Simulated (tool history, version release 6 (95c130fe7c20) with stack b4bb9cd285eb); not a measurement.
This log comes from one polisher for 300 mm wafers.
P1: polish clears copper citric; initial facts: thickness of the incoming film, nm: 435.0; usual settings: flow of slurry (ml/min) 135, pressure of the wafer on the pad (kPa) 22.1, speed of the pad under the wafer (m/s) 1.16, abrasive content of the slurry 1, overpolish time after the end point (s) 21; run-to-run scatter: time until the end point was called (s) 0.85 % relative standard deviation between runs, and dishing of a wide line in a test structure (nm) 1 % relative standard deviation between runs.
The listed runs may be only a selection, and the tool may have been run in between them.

run	day	flow of slurry (ml/min)	pressure of the wafer on the pad (kPa)	speed of the pad under the wafer (m/s)	abrasive content of the slurry	overpolish time after the end point (s)	time until the end point was called (s)	dishing of a wide line in a test structure (nm)
1	0.321	135	22.1	1.16	1	21	143.58	44.215
2	0.583	135	22.1	1.16	1	21	143.84	44.992
3	0.95	135	22.1	1.16	1.5	21	133.12	48.145
# day 0.954: slurry nozzle cleaned
4	1.358	80	22.1	1.16	1	21	161.08	40.53
5	1.758	135	22.1	1.58	1	21	105.93	58.038
6	1.933	135	22.1	1.16	1.45	6	133.52	15.31
7	2.158	170	22.1	1.16	1	21	139.42	46.871
8	2.388	135	22.1	1.16	1	39	145.35	73.964
9	2.646	135	22.1	1.16	1	21	145.72	44.493
10	2.988	135	13.1	1.16	1	21	238.52	28.648
11	3.312	135	22.1	1.16	0.75	21	152.73	42.194
12	3.65	135	22.1	0.6	1	21	274.19	25.502
13	3.921	135	22.1	1.16	1	6	146.39	13.991
14	4.329	135	22.1	1.16	1	21	144.09	45.075
15	4.525	135	31	1.16	1	21	104.64	61.436
16	4.821	135	22.1	1.16	1	21	145.01	44.473
17	5.138	135	22.1	1.16	1	21	148.81	43.795
18	5.521	135	22.1	1.16	1	21	155.11	43.265
19	5.75	135	22.1	1.16	1	21	155.61	42.033
# day 5.854: slurry blender recalibrated
20	6.112	135	22.1	1.16	1	21	155.03	41.666
# day 6.271: head pressure recalibrated
21	6.354	135	22.1	1.16	1	21	156.27	41.713
22	6.579	135	22.1	1.16	1	21	157.45	41.016
23	6.967	135	22.1	1.16	1	21	155.69	41.432
24	7.229	135	22.1	1.16	1	21	162.08	41.779
25	7.45	135	22.1	1.16	1	21	157.44	41.668
26	7.7	135	22.1	1.16	1	21	158.33	41.316

Compared with where it was, what P1 gives has crept away. Each cause listed below fits the log as well as the rest, at the size given for it:
A: removal rate lost through wear of the pad, % = 9.28
B: slurry flow missing at the pad, % = 34.1
The gradual shift began around day 4.821.
The rest of the possible causes, and what rules out each one:
head's pressure below its setpoint, %: maintenance at day 6.271, after the shift began, did not return the process to its former output
abrasive missing from the slurry, %: maintenance at day 5.854, after the shift began, did not return the process to its former output

Below are 4 check runs, each averaged over 2 wafers, with their results shown as question marks. Which of them would give clearly different results depending on which cause is behind the drift?
check 1	7.95	135	22.1	1.46	1	12	?	?
check 2	7.95	135	22.1	1.16	1	6	?	?
check 3	7.95	135	17.9	1.16	1	6	?	?
check 4	7.95	80	29	1.16	1	21	?	?

How each check would come out, cause by cause:
check	result	if A	if B
check 1	time until the end point was called (s)	127	126.99
check 1	dishing of a wide line in a test structure (nm)	30.764	30.767
check 2	time until the end point was called (s)	159.21	159.19
check 2	dishing of a wide line in a test structure (nm)	12.995	12.997
check 3	time until the end point was called (s)	195.07	195.05
check 3	dishing of a wide line in a test structure (nm)	10.652	10.653
check 4	time until the end point was called (s)	138.55	146.34
check 4	dishing of a wide line in a test structure (nm)	47.329	45.132
Separation of the two closest causes in each check, using whichever result separates them best: check 1 0.01 %; check 2 0.01 %; check 3 0.01 %; check 4 5.47 %
Of the check runs offered, only check 4 discriminates between the causes; the rest would read about the same regardless of which cause applies.

Check 4 was carried out, with these results: time until the end point was called (s) 138.18; dishing of a wide line in a test structure (nm) 47.212. Which of the listed causes is responsible?

It was cause A: removal rate lost through wear of the pad, %.
